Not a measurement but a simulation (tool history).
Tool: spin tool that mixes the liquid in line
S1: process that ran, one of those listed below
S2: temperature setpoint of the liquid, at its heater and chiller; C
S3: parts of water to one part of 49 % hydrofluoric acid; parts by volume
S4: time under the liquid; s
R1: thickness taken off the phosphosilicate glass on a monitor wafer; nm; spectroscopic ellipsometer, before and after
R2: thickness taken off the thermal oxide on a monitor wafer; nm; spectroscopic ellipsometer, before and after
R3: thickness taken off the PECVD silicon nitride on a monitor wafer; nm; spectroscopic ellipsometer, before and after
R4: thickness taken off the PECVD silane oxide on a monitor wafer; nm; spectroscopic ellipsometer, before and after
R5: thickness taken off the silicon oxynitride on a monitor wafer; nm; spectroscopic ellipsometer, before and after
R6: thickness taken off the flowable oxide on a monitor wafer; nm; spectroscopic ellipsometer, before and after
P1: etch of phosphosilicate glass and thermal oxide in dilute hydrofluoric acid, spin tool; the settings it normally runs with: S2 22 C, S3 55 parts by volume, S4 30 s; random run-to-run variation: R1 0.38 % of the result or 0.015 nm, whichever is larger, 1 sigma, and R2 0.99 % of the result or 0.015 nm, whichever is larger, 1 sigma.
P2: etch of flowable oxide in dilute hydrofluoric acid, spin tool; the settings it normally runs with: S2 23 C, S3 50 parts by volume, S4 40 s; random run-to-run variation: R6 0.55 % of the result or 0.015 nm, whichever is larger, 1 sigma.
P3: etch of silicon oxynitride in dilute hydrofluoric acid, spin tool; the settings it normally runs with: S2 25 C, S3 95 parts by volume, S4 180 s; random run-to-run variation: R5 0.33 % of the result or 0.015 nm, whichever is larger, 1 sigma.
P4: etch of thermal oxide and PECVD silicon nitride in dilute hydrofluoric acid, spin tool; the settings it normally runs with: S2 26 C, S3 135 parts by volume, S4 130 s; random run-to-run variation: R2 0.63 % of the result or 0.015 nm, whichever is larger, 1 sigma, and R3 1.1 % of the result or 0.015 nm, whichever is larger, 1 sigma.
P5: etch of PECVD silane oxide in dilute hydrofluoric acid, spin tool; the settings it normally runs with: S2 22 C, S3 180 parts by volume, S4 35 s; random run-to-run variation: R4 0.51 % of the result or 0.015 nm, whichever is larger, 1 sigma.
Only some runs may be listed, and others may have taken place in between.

run   hour  S1  S2   S3   S4       R1      R2      R3       R4       R5      R6
  1   17.3  P1  22   55   30   50.810  2.6434
  2   32.1  P1  22   55   30   51.116  2.6318
  3   45.2  P1  22   55   30   51.171  2.6018
  4   54.4  P4  26  135  130           4.6762  2.4043
  5   71.4  P1  22   85   45   47.249  2.4304
  6   85.6  P5  22  180   55                           10.0260
  7  102.1  P3  32   95  180                                    9.37360
  8  118.1  P2  17   50   40                                             13.585
  9  134.7  P2  23   30   40                                             29.788
 10  142.5  P3  25   95  180                                    6.77120
 11  152.9  P2  23   50   75                                             33.010
 12  168.4  P2  23   50   40                                             17.447
 13  185.8  P1  22   55   15   25.243  1.3241
 14  193.9  P1  26   55   30   59.492  3.0895
 15  206.3  P1  22   55   45   76.137  3.8772
 16  222.0  P4  26  135  130           4.7018  2.4508
 17  233.9  P5  30  180   35                            8.4886
 18  242.2  P3  25  150  180                                    4.08360
 19  253.5  P4  26   80  130           8.5932  4.1550
 20  265.2  P1  22   55   30   50.576  2.6355
 21  275.4  P4  26  135  235           8.4928  4.4456
 22  287.8  P1  17   55   30   40.904  2.1139
 23  300.1  P5  22  180   35                            6.3650
 24  312.7  P2  23   50   40                                             17.496
 25  321.7  P5  22   30   35                           45.9880
 26  336.9  P4  19  135  130           3.5781  1.5454
 27  347.6  P3  25   95  180                                    6.79000
 28  358.5  P1  22   55   30   50.814  2.6302
 29  375.4  P3  25   95   15                                    0.57288
 30  384.9  P1  22   20   30  147.320  7.4395
 31  401.0  P1  22   90   30   29.850  1.5149
 32  414.0  P1  22   55   30   50.726  2.6718
 33  423.8  P1  22   55   30   49.584  2.5631
 34  433.2  P1  22   55   30   49.172  2.5334
 35  443.6  P1  22   55   30   48.516  2.5116
 36  459.3  P1  22   55   30   48.025  2.4887
 37  474.7  P1  22   55   30   47.651  2.4808
 38  488.9  P1  22   55   30   47.791  2.4277
 39  503.2  P1  22   55   30   47.361  2.4846
 40  513.4  P1  22   55   30   47.699  2.4127
 41  522.4  P1  22   55   30   48.125  2.5270

What P1 gives has crept off from where it sat before. The 2 causes that follow fit the log equally well, each at the size noted:
A: liquid colder than its thermometer reads (K) = 1.56
B: hydrofluoric acid flow below the setpoint (%) = 5.91
The process output started creeping at around hour 414.0.

Below are 4 check runs, each averaged over 5 wafers, with their results shown as question marks. Which of them would give clearly different results depending on which cause is behind the drift?
check 1  531.4  P2  18   50   60                       ?
check 2  531.4  P3  32   95   50                   ?
check 3  531.4  P5  27   45   35               ?
check 4  531.4  P4  22  135  225       ?   ?

What every check run would give for each of its results, assuming each possible cause in turn:
  check  result     if A     if B
check 1      R6   19.909   19.973
check 2      R5  2.42640  2.43120
check 3      R4  34.5160  34.4580
check 4      R2   6.5200   6.4656
check 4      R3   2.9183   3.0492
How far apart the two closest causes lie, in the result that separates them most: check 1 0.32 %; check 2 0.2 %; check 3 0.17 %; check 4 4.39 %
Only check 4 tells the causes apart: in the others they would give nearly the same result.

After running check 4, the following was obtained: R2 6.5343 nm; R3 2.9151 nm. Which cause does this point to?

The correct cause is A, namely: liquid colder than its thermometer reads (K).
